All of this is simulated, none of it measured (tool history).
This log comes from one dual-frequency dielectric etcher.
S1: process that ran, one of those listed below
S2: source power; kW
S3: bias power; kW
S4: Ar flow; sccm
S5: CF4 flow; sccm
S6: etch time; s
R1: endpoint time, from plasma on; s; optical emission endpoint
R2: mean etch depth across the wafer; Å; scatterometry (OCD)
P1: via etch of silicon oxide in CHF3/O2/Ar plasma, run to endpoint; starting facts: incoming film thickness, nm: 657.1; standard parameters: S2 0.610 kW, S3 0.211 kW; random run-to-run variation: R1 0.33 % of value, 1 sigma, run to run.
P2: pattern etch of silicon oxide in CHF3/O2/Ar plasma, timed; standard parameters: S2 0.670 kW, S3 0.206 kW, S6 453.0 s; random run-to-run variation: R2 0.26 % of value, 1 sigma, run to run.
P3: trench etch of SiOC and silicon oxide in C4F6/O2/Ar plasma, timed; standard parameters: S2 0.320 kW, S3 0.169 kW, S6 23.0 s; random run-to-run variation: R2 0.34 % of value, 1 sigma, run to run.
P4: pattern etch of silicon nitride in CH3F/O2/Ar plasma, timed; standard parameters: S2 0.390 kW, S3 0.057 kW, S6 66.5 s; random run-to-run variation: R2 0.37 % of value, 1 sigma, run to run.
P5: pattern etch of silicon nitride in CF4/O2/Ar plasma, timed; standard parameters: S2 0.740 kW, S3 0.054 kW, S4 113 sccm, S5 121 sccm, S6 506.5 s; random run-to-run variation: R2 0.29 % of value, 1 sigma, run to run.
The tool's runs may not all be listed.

run	day	S1	S2	S3	S4	S5	S6	R1	R2
1	0.383	P1	0.610	0.211				307.98	
2	0.692	P5	0.740	0.054	113	121	278.5		7853.60
3	1.200	P1	0.610	0.130				363.69	
4	1.700	P5	0.740	0.031	113	121	506.5		11894.00
5	2.162	P2	0.670	0.206			453.0		9548.00
6	2.621	P2	0.670	0.206			453.0		9588.80
7	2.946	P4	0.390	0.057			82.5		513.96
8	3.221	P5	0.740	0.054	113	121	506.5		14362.00
9	3.475	P2	0.670	0.282			453.0		10669.00
10	3.858	P4	0.550	0.057			66.5		476.64
11	4.317	P4	0.390	0.057			66.5		413.48
12	4.662	P1	0.610	0.211				308.81	
13	4.962	P3	0.320	0.169			23.0		415.28
14	5.208	P5	0.740	0.054	113	76	506.5		13536.00
15	5.479	P1	0.610	0.276				280.22	
16	5.921	P3	0.320	0.169			31.5		564.44
17	6.179	P1	0.490	0.211				336.71	
18	6.558	P4	0.390	0.057			66.5		415.14
19	6.917	P5	0.960	0.054	113	121	506.5		18053.00
20	7.183	P1	0.610	0.211				307.18	
21	7.667	P3	0.320	0.230			23.0		458.13
22	7.942	P2	0.910	0.206			453.0		10760.00
23	8.279	P4	0.390	0.047			66.5		389.90
24	8.779	P1	0.770	0.254				264.70	
25	9.242	P3	0.430	0.169			23.0		466.72
26	9.608	P5	0.740	0.054	147	121	506.5		13804.00
27	10.042	P5	0.740	0.054	113	121	506.5		14293.00
28	10.558	P1	0.440	0.153				387.88	
29	10.829	P2	0.670	0.206			250.5		5296.40
30	11.204	P1	0.610	0.211				306.73	
31	11.446	P3	0.320	0.169			23.0		415.69
32	11.921	P1	0.750	0.211				285.36	
33	12.308	P1	0.610	0.211				309.94	
34	12.758	P1	0.610	0.211				305.08	
35	13.058	P1	0.610	0.211				304.26	
36	13.492	P1	0.610	0.211				303.41	
# day 13.838: wet clean of the chamber
37	14.004	P1	0.610	0.211				303.00	
38	14.388	P1	0.610	0.211				302.17	
39	14.721	P1	0.610	0.211				303.02	

P1 no longer gives what it gave before; its output has crept away from where it was. The following 2 causes, each at its listed size, fit the log equally well:
A: bias power that arrives over what is set, % = 4.89
B: source power that arrives over what is set, % = 4.48
At approximately day 12.308, the process output began to creep.
Ruled out, with reasons:
chamber walls in a state that raises the etch rate, %: serviced after onset, at day 13.838, with no recovery of the prior output

Listed below are the offered check runs, one wafer per run, with question marks in place of results. For which of them would the causes give clearly different outcomes?
check 1	15.054	P4	0.540	0.057			66.5		?
check 2	15.054	P3	0.400	0.214			23.0		?
check 3	15.054	P2	0.890	0.280			453.0		?
check 4	15.054	P5	0.890	0.054	113	121	286.5		?

Outcome of each check run for each possible cause:
check	result	if A	if B
check 1	R2	479.74	480.65
check 2	R2	495.60	496.17
check 3	R2	12066.00	12059.00
check 4	R2	9682.00	9888.10
Minimum pairwise separation of causes per check, each pair taken at its best-separating result: check 1 0.19 %; check 2 0.12 %; check 3 0.06 %; check 4 2.11 %
Check 4 distinguishes between the causes, while the remaining checks would return nearly the same result for all of them.

Then check 4 was run and gave: R2 9858.00 Å. Which cause is it?

It is B: source power that arrives over what is set, %.
